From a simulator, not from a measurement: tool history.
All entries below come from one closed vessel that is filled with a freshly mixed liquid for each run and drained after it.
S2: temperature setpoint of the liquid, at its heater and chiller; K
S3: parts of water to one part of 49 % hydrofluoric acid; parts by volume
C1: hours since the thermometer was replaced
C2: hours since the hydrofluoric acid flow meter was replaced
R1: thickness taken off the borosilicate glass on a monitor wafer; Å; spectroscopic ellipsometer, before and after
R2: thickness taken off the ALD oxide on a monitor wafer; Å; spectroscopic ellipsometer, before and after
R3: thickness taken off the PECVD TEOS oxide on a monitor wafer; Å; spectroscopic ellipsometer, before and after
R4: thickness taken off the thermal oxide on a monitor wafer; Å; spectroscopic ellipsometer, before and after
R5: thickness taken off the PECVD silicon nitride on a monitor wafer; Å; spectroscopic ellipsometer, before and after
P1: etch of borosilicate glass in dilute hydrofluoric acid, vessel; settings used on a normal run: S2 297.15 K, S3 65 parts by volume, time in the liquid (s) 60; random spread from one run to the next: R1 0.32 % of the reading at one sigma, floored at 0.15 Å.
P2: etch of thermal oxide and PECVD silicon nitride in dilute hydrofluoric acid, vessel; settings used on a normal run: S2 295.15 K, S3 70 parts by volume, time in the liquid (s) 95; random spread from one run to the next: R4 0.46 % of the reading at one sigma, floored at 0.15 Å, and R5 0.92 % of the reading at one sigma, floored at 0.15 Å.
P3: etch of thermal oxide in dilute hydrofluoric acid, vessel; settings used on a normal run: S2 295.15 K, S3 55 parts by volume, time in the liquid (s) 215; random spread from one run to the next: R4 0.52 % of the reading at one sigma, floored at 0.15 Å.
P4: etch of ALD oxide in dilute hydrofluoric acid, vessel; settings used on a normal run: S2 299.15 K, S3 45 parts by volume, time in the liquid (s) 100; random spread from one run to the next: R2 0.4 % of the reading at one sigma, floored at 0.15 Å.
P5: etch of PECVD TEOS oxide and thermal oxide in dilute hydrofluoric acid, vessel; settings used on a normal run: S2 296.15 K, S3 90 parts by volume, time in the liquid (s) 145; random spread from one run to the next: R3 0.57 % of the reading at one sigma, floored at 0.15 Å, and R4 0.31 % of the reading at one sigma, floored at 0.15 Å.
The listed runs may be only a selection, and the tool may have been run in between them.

Run 1, day 0.383: process that ran P1, S2 297.15 K, S3 65 parts by volume, time in the liquid (s) 60; C1 343.6; C2 322.2. Result: R1 349.14 Å.
Run 2, day 0.971: process that ran P1, S2 297.15 K, S3 65 parts by volume, time in the liquid (s) 30; C1 357.7; C2 336.3. Result: R1 174.75 Å.
Run 3, day 1.612: process that ran P4, S2 299.15 K, S3 45 parts by volume, time in the liquid (s) 175; C1 373.1; C2 351.7. Result: R2 984.18 Å.
Run 4, day 2.212: process that ran P4, S2 299.15 K, S3 60 parts by volume, time in the liquid (s) 100; C1 387.5; C2 366.1. Result: R2 415.91 Å.
Run 5, day 2.700: process that ran P4, S2 299.15 K, S3 45 parts by volume, time in the liquid (s) 100; C1 399.2; C2 377.8. Result: R2 564.59 Å.
Run 6, day 3.100: process that ran P1, S2 297.15 K, S3 65 parts by volume, time in the liquid (s) 60; C1 408.8; C2 387.4. Result: R1 349.56 Å.
Run 7, day 3.567: process that ran P5, S2 296.15 K, S3 90 parts by volume, time in the liquid (s) 145; C1 420.0; C2 398.6. Result: R3 163.61 Å, R4 77.262 Å.
Run 8, day 3.875: process that ran P2, S2 290.15 K, S3 70 parts by volume, time in the liquid (s) 95; C1 427.4; C2 406.0. Result: R4 50.326 Å, R5 17.176 Å.
Run 9, day 4.350: process that ran P3, S2 295.15 K, S3 100 parts by volume, time in the liquid (s) 215; C1 438.8; C2 417.4. Result: R4 91.303 Å.
Run 10, day 4.962: process that ran P1, S2 297.15 K, S3 65 parts by volume, time in the liquid (s) 60; C1 453.5; C2 432.1. Result: R1 349.24 Å.
Run 11, day 5.433: process that ran P5, S2 302.15 K, S3 90 parts by volume, time in the liquid (s) 145; C1 464.8; C2 443.4. Result: R3 210.72 Å, R4 97.762 Å.
Run 12, day 5.900: process that ran P5, S2 296.15 K, S3 90 parts by volume, time in the liquid (s) 225; C1 476.0; C2 454.6. Result: R3 253.96 Å, R4 118.950 Å.
Run 13, day 6.446: process that ran P1, S2 297.15 K, S3 65 parts by volume, time in the liquid (s) 100; C1 489.1; C2 467.7. Result: R1 579.98 Å.
Run 14, day 6.746: process that ran P3, S2 295.15 K, S3 55 parts by volume, time in the liquid (s) 215; C1 496.3; C2 474.9. Result: R4 175.420 Å.
Run 15, day 7.375: process that ran P5, S2 296.15 K, S3 30 parts by volume, time in the liquid (s) 145; C1 511.4; C2 490.0. Result: R3 534.06 Å, R4 247.760 Å.
Run 16, day 7.950: process that ran P1, S2 293.15 K, S3 65 parts by volume, time in the liquid (s) 60; C1 525.2; C2 503.8. Result: R1 296.76 Å.
Run 17, day 8.538: process that ran P2, S2 295.15 K, S3 130 parts by volume, time in the liquid (s) 95; C1 539.3; C2 517.9. Result: R4 31.460 Å, R5 13.496 Å.
Run 18, day 9.200: process that ran P1, S2 304.65 K, S3 65 parts by volume, time in the liquid (s) 60; C1 555.2; C2 533.8. Result: R1 471.69 Å.
Run 19, day 9.817: process that ran P1, S2 297.15 K, S3 90 parts by volume, time in the liquid (s) 60; C1 570.0; C2 548.6. Result: R1 243.88 Å.
Run 20, day 10.208: process that ran P1, S2 297.15 K, S3 25 parts by volume, time in the liquid (s) 60; C1 579.4; C2 558.0. Result: R1 961.43 Å.
Run 21, day 10.796: process that ran P2, S2 295.15 K, S3 70 parts by volume, time in the liquid (s) 175; C1 593.5; C2 572.1. Result: R4 114.970 Å, R5 45.785 Å.
Run 22, day 11.433: process that ran P5, S2 296.15 K, S3 90 parts by volume, time in the liquid (s) 145; C1 608.8; C2 587.4. Result: R3 164.72 Å, R4 76.844 Å.
Run 23, day 11.812: process that ran P2, S2 295.15 K, S3 70 parts by volume, time in the liquid (s) 95; C1 617.9; C2 596.5. Result: R4 61.259 Å, R5 25.128 Å.
Run 24, day 12.300: process that ran P3, S2 295.15 K, S3 55 parts by volume, time in the liquid (s) 380; C1 629.6; C2 608.2. Result: R4 310.240 Å.
Run 25, day 12.946: process that ran P1, S2 297.15 K, S3 110 parts by volume, time in the liquid (s) 95; C1 645.1; C2 623.7. Result: R1 311.07 Å.

What will run 26 give?
Run 26, day 13.446: process that ran P3, S2 290.15 K, S3 55 parts by volume, time in the liquid (s) 215; C1 657.1; C2 635.7. Result: R4 ?.

Run 26 yielded R4 142.580 Å.

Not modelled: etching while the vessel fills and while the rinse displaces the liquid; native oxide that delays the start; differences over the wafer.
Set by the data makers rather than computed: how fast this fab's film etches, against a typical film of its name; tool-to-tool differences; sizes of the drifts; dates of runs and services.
